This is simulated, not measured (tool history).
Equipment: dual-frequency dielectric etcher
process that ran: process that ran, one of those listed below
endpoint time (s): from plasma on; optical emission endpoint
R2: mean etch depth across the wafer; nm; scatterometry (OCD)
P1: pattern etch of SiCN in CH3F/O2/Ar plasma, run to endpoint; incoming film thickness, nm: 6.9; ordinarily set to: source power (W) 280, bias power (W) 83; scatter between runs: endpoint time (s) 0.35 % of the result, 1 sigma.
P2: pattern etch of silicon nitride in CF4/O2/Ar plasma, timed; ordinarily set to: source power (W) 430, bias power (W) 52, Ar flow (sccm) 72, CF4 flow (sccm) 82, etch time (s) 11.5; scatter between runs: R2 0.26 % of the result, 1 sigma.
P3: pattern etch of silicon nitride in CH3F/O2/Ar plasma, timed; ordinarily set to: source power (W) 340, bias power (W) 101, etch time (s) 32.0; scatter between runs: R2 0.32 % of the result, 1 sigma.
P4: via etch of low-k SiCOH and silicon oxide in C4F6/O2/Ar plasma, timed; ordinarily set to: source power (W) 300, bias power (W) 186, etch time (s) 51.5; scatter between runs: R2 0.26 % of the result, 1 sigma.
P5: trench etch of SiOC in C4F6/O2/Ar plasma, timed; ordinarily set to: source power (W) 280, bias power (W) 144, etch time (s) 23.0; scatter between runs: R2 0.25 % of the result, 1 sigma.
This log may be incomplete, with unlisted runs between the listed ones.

Run 1, day 0.188: process that ran P1, source power (W) 280, bias power (W) 83. Result: endpoint time (s) 19.907.
Run 2, day 0.367: process that ran P3, source power (W) 260, bias power (W) 101, etch time (s) 32.0. Result: R2 21.543 nm.
Run 3, day 0.479: process that ran P2, source power (W) 280, bias power (W) 52, etch time (s) 11.5, Ar flow (sccm) 72, CF4 flow (sccm) 82. Result: R2 13.595 nm.
Run 4, day 0.688: process that ran P4, source power (W) 380, bias power (W) 186, etch time (s) 51.5. Result: R2 132.440 nm.
Run 5, day 0.917: process that ran P1, source power (W) 280, bias power (W) 107. Result: endpoint time (s) 17.950.
Run 6, day 1.042: process that ran P1, source power (W) 200, bias power (W) 106. Result: endpoint time (s) 20.442.
Run 7, day 1.229: process that ran P5, source power (W) 280, bias power (W) 144, etch time (s) 23.0. Result: R2 38.557 nm.
Run 8, day 1.392: process that ran P5, source power (W) 280, bias power (W) 174, etch time (s) 23.0. Result: R2 41.015 nm.
Run 9, day 1.579: process that ran P4, source power (W) 300, bias power (W) 186, etch time (s) 76.0. Result: R2 178.370 nm.
Run 10, day 1.717: process that ran P5, source power (W) 280, bias power (W) 144, etch time (s) 23.0. Result: R2 38.671 nm.
Run 11, day 1.892: process that ran P4, source power (W) 300, bias power (W) 133, etch time (s) 51.5. Result: R2 108.870 nm.
Run 12, day 2.096: process that ran P4, source power (W) 300, bias power (W) 186, etch time (s) 51.5. Result: R2 120.450 nm.
Run 13, day 2.204: process that ran P3, source power (W) 340, bias power (W) 101, etch time (s) 32.0. Result: R2 23.720 nm.
Run 14, day 2.412: process that ran P3, source power (W) 340, bias power (W) 74, etch time (s) 32.0. Result: R2 21.240 nm.
Run 15, day 2.633: process that ran P2, source power (W) 430, bias power (W) 52, etch time (s) 11.5, Ar flow (sccm) 72, CF4 flow (sccm) 82. Result: R2 19.783 nm.
Run 16, day 2.800: process that ran P1, source power (W) 280, bias power (W) 83. Result: endpoint time (s) 19.815.
Run 17, day 2.983: process that ran P2, source power (W) 430, bias power (W) 38, etch time (s) 11.5, Ar flow (sccm) 72, CF4 flow (sccm) 82. Result: R2 17.694 nm.
Run 18, day 3.212: process that ran P4, source power (W) 300, bias power (W) 186, etch time (s) 51.5. Result: R2 120.320 nm.
Run 19, day 3.446: process that ran P2, source power (W) 430, bias power (W) 52, etch time (s) 11.5, Ar flow (sccm) 91, CF4 flow (sccm) 82. Result: R2 19.216 nm.
Run 20, day 3.571: process that ran P1, source power (W) 280, bias power (W) 83. Result: endpoint time (s) 19.812.
Run 21, day 3.750: process that ran P2, source power (W) 430, bias power (W) 52, etch time (s) 11.5, Ar flow (sccm) 72, CF4 flow (sccm) 82. Result: R2 19.806 nm.
Run 22, day 3.904: process that ran P1, source power (W) 280, bias power (W) 83. Result: endpoint time (s) 19.848.
Run 23, day 4.133: process that ran P5, source power (W) 280, bias power (W) 144, etch time (s) 13.5. Result: R2 22.506 nm.
Run 24, day 4.317: process that ran P1, source power (W) 280, bias power (W) 83. Result: endpoint time (s) 19.851.
Run 25, day 4.521: process that ran P1, source power (W) 390, bias power (W) 83. Result: endpoint time (s) 17.505.
Run 26, day 4.675: process that ran P3, source power (W) 340, bias power (W) 101, etch time (s) 42.0. Result: R2 31.248 nm.
Run 27, day 4.925: process that ran P1, source power (W) 280, bias power (W) 83. Result: endpoint time (s) 19.775.
Run 28, day 5.088: process that ran P5, source power (W) 370, bias power (W) 144, etch time (s) 23.0. Result: R2 42.901 nm.
Run 29, day 5.242: process that ran P1, source power (W) 200, bias power (W) 83. Result: endpoint time (s) 22.386.
Run 30, day 5.400: process that ran P2, source power (W) 430, bias power (W) 52, etch time (s) 11.5, Ar flow (sccm) 72, CF4 flow (sccm) 98. Result: R2 20.120 nm.
Run 31, day 5.608: process that ran P2, source power (W) 430, bias power (W) 52, etch time (s) 17.0, Ar flow (sccm) 72, CF4 flow (sccm) 82. Result: R2 29.334 nm.
Run 32, day 5.746: process that ran P3, source power (W) 340, bias power (W) 101, etch time (s) 32.0. Result: R2 23.757 nm.
Run 33, day 5.854: process that ran P1, source power (W) 330, bias power (W) 112. Result: endpoint time (s) 16.516.
Run 34, day 5.979: process that ran P1, source power (W) 280, bias power (W) 67. Result: endpoint time (s) 21.511.
Run 35, day 6.225: process that ran P1, source power (W) 280, bias power (W) 83. Result: endpoint time (s) 19.769.
Run 36, day 6.396: process that ran P1, source power (W) 280, bias power (W) 83. Result: endpoint time (s) 19.748.
Run 37, day 6.529: process that ran P1, source power (W) 280, bias power (W) 83. Result: endpoint time (s) 19.666.
Run 38, day 6.662: process that ran P1, source power (W) 280, bias power (W) 83. Result: endpoint time (s) 19.578.
Run 39, day 6.771: process that ran P1, source power (W) 280, bias power (W) 83. Result: endpoint time (s) 19.625.
Run 40, day 7.004: process that ran P1, source power (W) 280, bias power (W) 83. Result: endpoint time (s) 19.460.
Run 41, day 7.146: process that ran P1, source power (W) 280, bias power (W) 83. Result: endpoint time (s) 19.438.
Run 42, day 7.362: process that ran P1, source power (W) 280, bias power (W) 83. Result: endpoint time (s) 19.480.
Run 43, day 7.492: process that ran P1, source power (W) 280, bias power (W) 83. Result: endpoint time (s) 19.415.
At day 7.596: wet clean of the chamber.
Run 44, day 7.704: process that ran P1, source power (W) 280, bias power (W) 83. Result: endpoint time (s) 19.563.
Run 45, day 7.871: process that ran P1, source power (W) 280, bias power (W) 83. Result: endpoint time (s) 19.382.
Run 46, day 8.058: process that ran P1, source power (W) 280, bias power (W) 83. Result: endpoint time (s) 19.305.

Something has made what P1 gives creep away from where it was; the 2 causes below, each at its own stated size, fit the log equally well:
A: bias power that arrives over what is set, % = 4.81
B: source power that arrives over what is set, % = 4.87
At approximately day 6.225, the process output began to creep.
What rules out each remaining cause:
chamber walls in a state that raises the etch rate, %: was serviced at day 7.596, once the creep was under way, yet the earlier output never came back

Which of the 4 check runs listed below separates the causes, so that each cause would produce a clearly different result? Each run uses one wafer, and its results are marked with question marks.
Run check 1, day 8.246: process that ran P4, source power (W) 300, bias power (W) 186, etch time (s) 51.5. Result: R2 ?.
Run check 2, day 8.246: process that ran P3, source power (W) 340, bias power (W) 101, etch time (s) 32.0. Result: R2 ?.
Run check 3, day 8.246: process that ran P5, source power (W) 280, bias power (W) 144, etch time (s) 23.0. Result: R2 ?.
Run check 4, day 8.246: process that ran P2, source power (W) 430, bias power (W) 52, etch time (s) 11.5, Ar flow (sccm) 72, CF4 flow (sccm) 82. Result: R2 ?.

Expected result of each check under each candidate cause:
  check  result     if A     if B
check 1      R2  122.540  122.920
check 2      R2   24.173   24.175
check 3      R2   39.076   39.233
check 4      R2   20.128   20.611
Per check, the gap between the least separated pair of causes, taken in the result that splits them most: check 1 0.3 %; check 2 0.01 %; check 3 0.4 %; check 4 2.37 %
Check 4 is the one run that separates the causes; every other check would come out nearly the same whichever cause is at work.

Check 4 has now been run. It gave: R2 20.147 nm. Which of the candidate causes is it?

A is the cause: bias power that arrives over what is set, %.
